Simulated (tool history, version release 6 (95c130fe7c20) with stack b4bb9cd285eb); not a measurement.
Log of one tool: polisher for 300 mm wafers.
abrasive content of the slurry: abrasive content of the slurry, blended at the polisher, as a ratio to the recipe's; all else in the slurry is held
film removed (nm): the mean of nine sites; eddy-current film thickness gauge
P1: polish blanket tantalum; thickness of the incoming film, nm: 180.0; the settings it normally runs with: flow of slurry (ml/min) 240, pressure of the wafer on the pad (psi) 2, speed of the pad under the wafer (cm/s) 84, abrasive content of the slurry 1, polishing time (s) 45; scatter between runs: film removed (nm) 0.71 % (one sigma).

| run | hour | flow of slurry (ml/min) | pressure of the wafer on the pad (psi) | speed of the pad under the wafer (cm/s) | abrasive content of the slurry | polishing time (s) | film removed (nm) |
|---|---|---|---|---|---|---|---|
| 1 | 9 | 240 | 2 | 84 | 1 | 45 | 58.967 |
| 2 | 25.2 | 240 | 1.2 | 84 | 1 | 67 | 53.399 |
| 3 | 36.4 | 240 | 2 | 84 | 1 | 45 | 59.537 |
| 4 | 50.3 | 240 | 2 | 84 | 1 | 45 | 59.613 |
| 5 | 66.4 | 240 | 2 | 46 | 1 | 30 | 21.546 |
| 6 | 81.1 | 240 | 2 | 84 | 1 | 30 | 39.612 |
| 7 | 89.3 | 145 | 2 | 84 | 1 | 45 | 55.194 |
| 8 | 99.1 | 240 | 3.2 | 84 | 1 | 45 | 95.857 |
| 9 | 110 | 240 | 2 | 84 | 1 | 45 | 59.474 |
| 10 | 119.2 | 240 | 2 | 46 | 1 | 45 | 32.727 |
| 11 | 129.4 | 240 | 1.4 | 84 | 1 | 45 | 41.287 |
| 12 | 137 | 240 | 2 | 84 | 1.25 | 45 | 63.642 |
| 13 | 149 | 240 | 2 | 84 | 0.5 | 45 | 46.968 |
| 14 | 157.2 | 240 | 2 | 130 | 1 | 45 | 92.338 |
| 15 | 168 | 240 | 2 | 84 | 1 | 45 | 59.699 |
| 16 | 184.2 | 360 | 2 | 84 | 1 | 45 | 61.76 |
| 17 | 192.8 | 240 | 2 | 84 | 1 | 64 | 83.971 |
| 18 | 208.2 | 240 | 2 | 84 | 1 | 45 | 59.937 |
| 19 | 221.7 | 240 | 2 | 84 | 1 | 45 | 59.722 |
| 20 | 235.4 | 240 | 2 | 84 | 1 | 45 | 57.881 |
| 21 | 251.5 | 240 | 2 | 84 | 1 | 45 | 56.681 |
| 22 | 260.1 | 240 | 2 | 84 | 1 | 45 | 56.861 |
| 23 | 268.6 | 240 | 2 | 84 | 1 | 45 | 56.672 |
|  | 277.2 | slurry nozzle cleaned |
| 24 | 278.1 | 240 | 2 | 84 | 1 | 45 | 56.102 |
|  | 290.4 | head pressure recalibrated |
| 25 | 294.3 | 240 | 2 | 84 | 1 | 45 | 55.681 |
| 26 | 310.4 | 240 | 2 | 84 | 1 | 45 | 55.346 |
| 27 | 318.9 | 240 | 2 | 84 | 1 | 45 | 55.497 |
| 28 | 326.8 | 240 | 2 | 84 | 1 | 45 | 55.555 |
| 29 | 334.2 | 240 | 2 | 84 | 1 | 45 | 55.763 |
| 30 | 346.4 | 240 | 2 | 84 | 1 | 45 | 55.07 |

What P1 gives has crept off from where it sat before. The 2 causes that follow fit the log equally well, each at the size noted:
A: removal rate lost through wear of the pad, % = 6.9
B: abrasive missing from the slurry, % = 20.6
The creep began at about hour 221.7.
All other causes, with the reason each is excluded:
slurry flow missing at the pad, %: serviced after onset, at hour 277.2, with no recovery of the prior output
head's pressure below its setpoint, %: serviced after onset, at hour 290.4, with no recovery of the prior output

4 check runs are offered, each on 5 wafers whose results are averaged, their results left as question marks. Which one tells the causes apart?
| check 1 | 358.6 | 190 | 2 | 84 | 1 | 45 | ? |
| check 2 | 358.6 | 240 | 2.4 | 84 | 0.65 | 45 | ? |
| check 3 | 358.6 | 240 | 1.4 | 84 | 1 | 45 | ? |
| check 4 | 358.6 | 340 | 2 | 84 | 1 | 45 | ? |

Predicted outcomes, by check and by cause:
| check | result | if A | if B |
|---|---|---|---|
| check 1 | film removed (nm) | 53.86 | 53.86 |
| check 2 | film removed (nm) | 57.677 | 56.379 |
| check 3 | film removed (nm) | 38.821 | 38.82 |
| check 4 | film removed (nm) | 57.326 | 57.326 |
Gap, in per cent, between the two causes that each check separates least, read from the result that separates them most: check 1 0 %; check 2 2.28 %; check 3 0 %; check 4 0 %
Check 2 is the one run that separates the causes; every other check would come out nearly the same whichever cause is at work.

Here is what check 2 returned: film removed (nm) 57.572. Which cause is it?

The cause is A: removal rate lost through wear of the pad, %.
